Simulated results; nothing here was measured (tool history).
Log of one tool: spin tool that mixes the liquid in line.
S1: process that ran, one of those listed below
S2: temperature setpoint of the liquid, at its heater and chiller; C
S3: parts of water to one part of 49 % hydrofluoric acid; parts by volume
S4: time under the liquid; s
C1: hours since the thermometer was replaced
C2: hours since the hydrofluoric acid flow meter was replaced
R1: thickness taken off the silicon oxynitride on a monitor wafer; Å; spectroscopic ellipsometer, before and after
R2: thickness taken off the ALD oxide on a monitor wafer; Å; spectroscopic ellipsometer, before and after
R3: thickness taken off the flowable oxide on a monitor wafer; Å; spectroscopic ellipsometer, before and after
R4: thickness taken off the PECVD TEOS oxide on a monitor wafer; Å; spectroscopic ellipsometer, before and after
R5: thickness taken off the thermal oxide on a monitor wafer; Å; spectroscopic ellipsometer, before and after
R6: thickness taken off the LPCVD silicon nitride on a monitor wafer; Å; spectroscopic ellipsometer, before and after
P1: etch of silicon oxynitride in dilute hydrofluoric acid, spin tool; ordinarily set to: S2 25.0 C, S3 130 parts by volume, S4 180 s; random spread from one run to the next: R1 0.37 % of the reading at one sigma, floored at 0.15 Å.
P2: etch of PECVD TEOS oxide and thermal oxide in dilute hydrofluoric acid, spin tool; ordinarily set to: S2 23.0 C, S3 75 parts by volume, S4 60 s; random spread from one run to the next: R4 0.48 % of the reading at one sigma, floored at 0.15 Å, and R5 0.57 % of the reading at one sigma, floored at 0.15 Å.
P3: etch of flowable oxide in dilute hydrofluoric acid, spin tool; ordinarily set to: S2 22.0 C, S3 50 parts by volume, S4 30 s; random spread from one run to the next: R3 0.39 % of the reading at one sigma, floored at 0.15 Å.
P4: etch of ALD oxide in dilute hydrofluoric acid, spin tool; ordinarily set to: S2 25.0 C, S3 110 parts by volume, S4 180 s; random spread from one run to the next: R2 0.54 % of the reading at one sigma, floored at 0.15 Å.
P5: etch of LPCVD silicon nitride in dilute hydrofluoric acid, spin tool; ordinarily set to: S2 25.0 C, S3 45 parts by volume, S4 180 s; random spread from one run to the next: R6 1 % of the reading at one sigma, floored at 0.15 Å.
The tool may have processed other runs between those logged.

{"run": 1, "hour": 7.6, "S1": "P1", "S2": 25.0, "S3": 130, "S4": 180, "C1": 734.1, "C2": 229.9, "R1": 61.585}
{"run": 2, "hour": 14.3, "S1": "P1", "S2": 30.0, "S3": 130, "S4": 180, "C1": 740.8, "C2": 236.6, "R1": 76.977}
{"run": 3, "hour": 19.3, "S1": "P1", "S2": 25.0, "S3": 130, "S4": 180, "C1": 745.8, "C2": 241.6, "R1": 61.881}
{"run": 4, "hour": 26.9, "S1": "P4", "S2": 17.0, "S3": 110, "S4": 180, "C1": 753.4, "C2": 249.2, "R2": 221.04}
{"run": 5, "hour": 34.3, "S1": "P1", "S2": 25.0, "S3": 235, "S4": 180, "C1": 760.8, "C2": 256.6, "R1": 31.257}
{"run": 6, "hour": 38.9, "S1": "P3", "S2": 29.0, "S3": 50, "S4": 30, "C1": 765.4, "C2": 261.2, "R3": 298.48}
{"run": 7, "hour": 49.0, "S1": "P2", "S2": 23.0, "S3": 75, "S4": 60, "C1": 775.5, "C2": 271.3, "R4": 85.817, "R5": 36.634}
{"run": 8, "hour": 57.2, "S1": "P4", "S2": 25.0, "S3": 195, "S4": 180, "C1": 783.7, "C2": 279.5, "R2": 157.6}
{"run": 9, "hour": 64.0, "S1": "P1", "S2": 25.0, "S3": 130, "S4": 180, "C1": 790.5, "C2": 286.3, "R1": 61.761}
{"run": 10, "hour": 72.5, "S1": "P2", "S2": 23.0, "S3": 75, "S4": 60, "C1": 799.0, "C2": 294.8, "R4": 86.389, "R5": 36.917}
{"run": 11, "hour": 76.9, "S1": "P1", "S2": 29.5, "S3": 210, "S4": 180, "C1": 803.4, "C2": 299.2, "R1": 43.136}
{"run": 12, "hour": 86.5, "S1": "P4", "S2": 25.0, "S3": 110, "S4": 180, "C1": 813.0, "C2": 308.8, "R2": 307.96}
{"run": 13, "hour": 94.2, "S1": "P5", "S2": 25.0, "S3": 45, "S4": 355, "C1": 820.7, "C2": 316.5, "R6": 41.906}
{"run": 14, "hour": 99.6, "S1": "P3", "S2": 22.0, "S3": 50, "S4": 50, "C1": 826.1, "C2": 321.9, "R3": 377.74}
{"run": 15, "hour": 109.2, "S1": "P1", "S2": 25.0, "S3": 130, "S4": 180, "C1": 835.7, "C2": 331.5, "R1": 61.714}
{"run": 16, "hour": 117.4, "S1": "P2", "S2": 17.0, "S3": 75, "S4": 60, "C1": 843.9, "C2": 339.7, "R4": 66.4, "R5": 28.271}
{"run": 17, "hour": 123.3, "S1": "P5", "S2": 20.0, "S3": 45, "S4": 180, "C1": 849.8, "C2": 345.6, "R6": 15.087}
{"run": 18, "hour": 132.4, "S1": "P3", "S2": 22.0, "S3": 25, "S4": 30, "C1": 858.9, "C2": 354.7, "R3": 465.38}
{"run": 19, "hour": 139.6, "S1": "P5", "S2": 25.0, "S3": 20, "S4": 180, "C1": 866.1, "C2": 361.9, "R6": 46.164}
{"run": 20, "hour": 147.1, "S1": "P1", "S2": 25.0, "S3": 55, "S4": 180, "C1": 873.6, "C2": 369.4, "R1": 154.7}
{"run": 21, "hour": 156.1, "S1": "P2", "S2": 23.0, "S3": 140, "S4": 60, "C1": 882.6, "C2": 378.4, "R4": 42.351, "R5": 18.409}
{"run": 22, "hour": 164.3, "S1": "P4", "S2": 25.0, "S3": 110, "S4": 305, "C1": 890.8, "C2": 386.6, "R2": 520.37}
{"run": 23, "hour": 172.3, "S1": "P5", "S2": 25.0, "S3": 45, "S4": 180, "C1": 898.8, "C2": 394.6, "R6": 20.984}
{"run": 24, "hour": 181.7, "S1": "P1", "S2": 21.0, "S3": 130, "S4": 180, "C1": 908.2, "C2": 404.0, "R1": 51.088}
{"run": 25, "hour": 187.2, "S1": "P1", "S2": 25.0, "S3": 130, "S4": 320, "C1": 913.7, "C2": 409.5, "R1": 109.91}
{"run": 26, "hour": 195.0, "S1": "P1", "S2": 25.0, "S3": 130, "S4": 40, "C1": 921.5, "C2": 417.3, "R1": 13.684}
{"run": 27, "hour": 201.2, "S1": "P1", "S2": 25.0, "S3": 130, "S4": 180, "C1": 927.7, "C2": 423.5, "R1": 61.988}
{"run": 28, "hour": 209.6, "S1": "P3", "S2": 22.0, "S3": 50, "S4": 30, "C1": 936.1, "C2": 431.9, "R3": 223.12}
{"run": 29, "hour": 219.3, "S1": "P2", "S2": 23.0, "S3": 75, "S4": 110, "C1": 945.8, "C2": 441.6, "R4": 158.01, "R5": 66.167}
{"run": 30, "hour": 227.5, "S1": "P1", "S2": 25.0, "S3": 130, "S4": 180, "C1": 954.0, "C2": 449.8, "R1": 61.769}
{"run": 31, "hour": 236.7, "S1": "P1", "S2": 25.0, "S3": 130, "S4": 180, "C1": 963.2, "C2": 459.0, "R1": 64.779}
{"run": 32, "hour": 246.3, "S1": "P1", "S2": 25.0, "S3": 130, "S4": 180, "C1": 972.8, "C2": 468.6, "R1": 66.175}
{"run": 33, "hour": 253.2, "S1": "P1", "S2": 25.0, "S3": 130, "S4": 180, "C1": 979.7, "C2": 475.5, "R1": 66.076}
{"run": 34, "hour": 261.3, "S1": "P1", "S2": 25.0, "S3": 130, "S4": 180, "C1": 987.8, "C2": 483.6, "R1": 66.295}
{"run": 35, "hour": 268.3, "S1": "P1", "S2": 25.0, "S3": 130, "S4": 180, "C1": 994.8, "C2": 490.6, "R1": 66.346}
{"run": 36, "hour": 274.1, "S1": "P1", "S2": 25.0, "S3": 130, "S4": 180, "C1": 1000.6, "C2": 496.4, "R1": 66.418}

P1 no longer gives what it gave before; its output has crept away from where it was. The following 2 causes, each at its listed size, fit the log equally well:
A: hydrofluoric acid flow above the setpoint (%) = 7.37
B: liquid hotter than its thermometer reads (K) = 1.73
Creep in the process output first set in at about hour 227.5.

You are offered 4 check runs, listed below with question marks in place of their results; each one averages 3 wafers. Which run separates the listed causes by giving clearly different results for each?
{"run": "check 1", "hour": 279.9, "S1": "P5", "S2": 25.0, "S3": 30, "S4": 335, "R6": "?"}
{"run": "check 2", "hour": 279.9, "S1": "P3", "S2": 22.0, "S3": 50, "S4": 50, "R3": "?"}
{"run": "check 3", "hour": 279.9, "S1": "P4", "S2": 17.5, "S3": 110, "S4": 295, "R2": "?"}
{"run": "check 4", "hour": 279.9, "S1": "P2", "S2": 17.0, "S3": 75, "S4": 105, "R4": "?", "R5": "?"}

How each check would come out, cause by cause:
check=check_1 result=R6 if_A=61.928 if_B=64.943
check=check_2 result=R3 if_A=403.95 if_B=402.51
check=check_3 result=R2 if_A=403.44 if_B=400.50
check=check_4 result=R4 if_A=126.180 if_B=125.780
check=check_4 result=R5 if_A=53.542 if_B=53.372
Minimum pairwise separation of causes per check, each pair taken at its best-separating result: check 1 4.75 %; check 2 0.36 %; check 3 0.73 %; check 4 0.32 %
Only in check 1 would the causes give clearly different results; in the remaining checks their results would be nearly the same.

After running check 1, the following was obtained: R6 64.777 Å. Which cause does this point to?

B is the cause: liquid hotter than its thermometer reads (K).
